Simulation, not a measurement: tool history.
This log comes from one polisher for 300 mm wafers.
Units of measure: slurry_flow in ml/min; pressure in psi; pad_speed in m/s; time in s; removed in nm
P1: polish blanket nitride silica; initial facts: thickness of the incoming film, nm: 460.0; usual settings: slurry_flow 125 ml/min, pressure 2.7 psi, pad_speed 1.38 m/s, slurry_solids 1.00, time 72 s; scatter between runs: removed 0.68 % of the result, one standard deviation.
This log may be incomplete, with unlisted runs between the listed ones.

Run 1, hour 9.5: slurry_flow 125 ml/min, pressure 2.7 psi, pad_speed 1.38 m/s, slurry_solids 1.00, time 72 s. Result: removed 36.022 nm.
Run 2, hour 16.0: slurry_flow 125 ml/min, pressure 2.7 psi, pad_speed 1.38 m/s, slurry_solids 1.00, time 72 s. Result: removed 36.518 nm.
Run 3, hour 24.9: slurry_flow 125 ml/min, pressure 2.7 psi, pad_speed 1.02 m/s, slurry_solids 1.00, time 72 s. Result: removed 28.271 nm.
Run 4, hour 35.2: slurry_flow 125 ml/min, pressure 1.3 psi, pad_speed 1.38 m/s, slurry_solids 1.00, time 72 s. Result: removed 17.144 nm.
Run 5, hour 44.7: slurry_flow 125 ml/min, pressure 2.7 psi, pad_speed 1.38 m/s, slurry_solids 0.55, time 72 s. Result: removed 26.164 nm.
At hour 51.3: slurry blender recalibrated.
Run 6, hour 54.3: slurry_flow 125 ml/min, pressure 2.7 psi, pad_speed 1.38 m/s, slurry_solids 1.00, time 72 s. Result: removed 36.487 nm.
At hour 57.0: head pressure recalibrated.
Run 7, hour 60.2: slurry_flow 125 ml/min, pressure 2.7 psi, pad_speed 1.38 m/s, slurry_solids 1.00, time 32 s. Result: removed 16.167 nm.
Run 8, hour 71.3: slurry_flow 125 ml/min, pressure 2.7 psi, pad_speed 1.38 m/s, slurry_solids 1.00, time 72 s. Result: removed 36.056 nm.
At hour 81.2: conditioning disc replaced and pad reconditioned.
Run 9, hour 81.3: slurry_flow 185 ml/min, pressure 2.7 psi, pad_speed 1.38 m/s, slurry_solids 1.30, time 72 s. Result: removed 43.305 nm.
Run 10, hour 90.0: slurry_flow 125 ml/min, pressure 2.7 psi, pad_speed 1.38 m/s, slurry_solids 1.00, time 93 s. Result: removed 46.796 nm.
Run 11, hour 96.7: slurry_flow 125 ml/min, pressure 2.7 psi, pad_speed 1.38 m/s, slurry_solids 1.00, time 72 s. Result: removed 36.058 nm.
Run 12, hour 101.9: slurry_flow 125 ml/min, pressure 2.7 psi, pad_speed 1.38 m/s, slurry_solids 1.00, time 72 s. Result: removed 36.022 nm.
Run 13, hour 109.3: slurry_flow 75 ml/min, pressure 2.7 psi, pad_speed 1.38 m/s, slurry_solids 1.00, time 72 s. Result: removed 31.851 nm.
Run 14, hour 117.3: slurry_flow 125 ml/min, pressure 2.7 psi, pad_speed 1.38 m/s, slurry_solids 1.00, time 72 s. Result: removed 36.019 nm.
Run 15, hour 124.0: slurry_flow 180 ml/min, pressure 2.7 psi, pad_speed 1.38 m/s, slurry_solids 1.00, time 72 s. Result: removed 38.124 nm.
Run 16, hour 133.0: slurry_flow 125 ml/min, pressure 2.7 psi, pad_speed 2.16 m/s, slurry_solids 1.00, time 72 s. Result: removed 52.022 nm.
Run 17, hour 141.1: slurry_flow 125 ml/min, pressure 2.7 psi, pad_speed 1.38 m/s, slurry_solids 1.50, time 72 s. Result: removed 42.191 nm.
Run 18, hour 150.0: slurry_flow 125 ml/min, pressure 4.0 psi, pad_speed 1.38 m/s, slurry_solids 1.00, time 72 s. Result: removed 53.842 nm.
Run 19, hour 160.6: slurry_flow 125 ml/min, pressure 2.7 psi, pad_speed 1.38 m/s, slurry_solids 1.00, time 72 s. Result: removed 35.819 nm.
Run 20, hour 170.0: slurry_flow 125 ml/min, pressure 2.7 psi, pad_speed 1.38 m/s, slurry_solids 1.00, time 72 s. Result: removed 34.542 nm.
Run 21, hour 178.6: slurry_flow 125 ml/min, pressure 2.7 psi, pad_speed 1.38 m/s, slurry_solids 1.00, time 72 s. Result: removed 34.058 nm.
Run 22, hour 186.0: slurry_flow 125 ml/min, pressure 2.7 psi, pad_speed 1.38 m/s, slurry_solids 1.00, time 72 s. Result: removed 33.216 nm.
Run 23, hour 193.2: slurry_flow 125 ml/min, pressure 2.7 psi, pad_speed 1.38 m/s, slurry_solids 1.00, time 72 s. Result: removed 33.047 nm.
Run 24, hour 204.1: slurry_flow 125 ml/min, pressure 2.7 psi, pad_speed 1.38 m/s, slurry_solids 1.00, time 72 s. Result: removed 32.283 nm.
Run 25, hour 211.4: slurry_flow 125 ml/min, pressure 2.7 psi, pad_speed 1.38 m/s, slurry_solids 1.00, time 72 s. Result: removed 32.291 nm.
Run 26, hour 216.9: slurry_flow 125 ml/min, pressure 2.7 psi, pad_speed 1.38 m/s, slurry_solids 1.00, time 72 s. Result: removed 32.474 nm.
At hour 218.0: slurry blender recalibrated.
At hour 223.7: conditioning disc replaced and pad reconditioned.
Run 27, hour 226.4: slurry_flow 125 ml/min, pressure 2.7 psi, pad_speed 1.38 m/s, slurry_solids 1.00, time 72 s. Result: removed 32.173 nm.
At hour 226.9: head pressure recalibrated.
Run 28, hour 234.7: slurry_flow 125 ml/min, pressure 2.7 psi, pad_speed 1.38 m/s, slurry_solids 1.00, time 72 s. Result: removed 32.204 nm.
Run 29, hour 243.6: slurry_flow 125 ml/min, pressure 2.7 psi, pad_speed 1.38 m/s, slurry_solids 1.00, time 72 s. Result: removed 32.105 nm.
Run 30, hour 251.5: slurry_flow 125 ml/min, pressure 2.7 psi, pad_speed 1.38 m/s, slurry_solids 1.00, time 72 s. Result: removed 32.222 nm.

Compared with where it was, what P1 gives has crept away. Each cause listed below fits the log as well as the rest, at the size given for it:
A: slurry flow missing at the pad, % = 37.2
B: removal rate lost through wear of the pad, % = 11.1
The drift started at roughly hour 160.6.
What rules out each remaining cause:
head's pressure below its setpoint, %: serviced after onset, at hour 226.9, with no recovery of the prior output
abrasive missing from the slurry, %: serviced after onset, at hour 218.0, with no recovery of the prior output
time polished since the conditioner stopped cutting, s: serviced after onset, at hour 223.7, with no recovery of the prior output

Of the 4 check runs listed below, each run on one wafer and each result written as a question mark, which would let you distinguish the listed causes because they would give clearly different results?
Run check 1, hour 259.4: slurry_flow 125 ml/min, pressure 1.4 psi, pad_speed 2.02 m/s, slurry_solids 1.00, time 72 s. Result: removed ?.
Run check 2, hour 259.4: slurry_flow 125 ml/min, pressure 1.5 psi, pad_speed 2.04 m/s, slurry_solids 1.00, time 72 s. Result: removed ?.
Run check 3, hour 259.4: slurry_flow 125 ml/min, pressure 2.1 psi, pad_speed 1.38 m/s, slurry_solids 1.00, time 72 s. Result: removed ?.
Run check 4, hour 259.4: slurry_flow 75 ml/min, pressure 2.7 psi, pad_speed 1.38 m/s, slurry_solids 0.55, time 72 s. Result: removed ?.

Expected result of each check under each candidate cause:
  check   result    if A    if B
check 1  removed  22.574  22.577
check 2  removed  24.378  24.381
check 3  removed  24.965  24.967
check 4  removed  19.245  20.504
How far apart the two closest causes lie, in the result that separates them most: check 1 0.01 %; check 2 0.01 %; check 3 0.01 %; check 4 6.34 %
Check 4 is the one run that separates the causes; every other check would come out nearly the same whichever cause is at work.

The results of check 4 are: removed 20.480 nm. Based on these, which of the listed causes is it?

The cause is B: removal rate lost through wear of the pad, %.

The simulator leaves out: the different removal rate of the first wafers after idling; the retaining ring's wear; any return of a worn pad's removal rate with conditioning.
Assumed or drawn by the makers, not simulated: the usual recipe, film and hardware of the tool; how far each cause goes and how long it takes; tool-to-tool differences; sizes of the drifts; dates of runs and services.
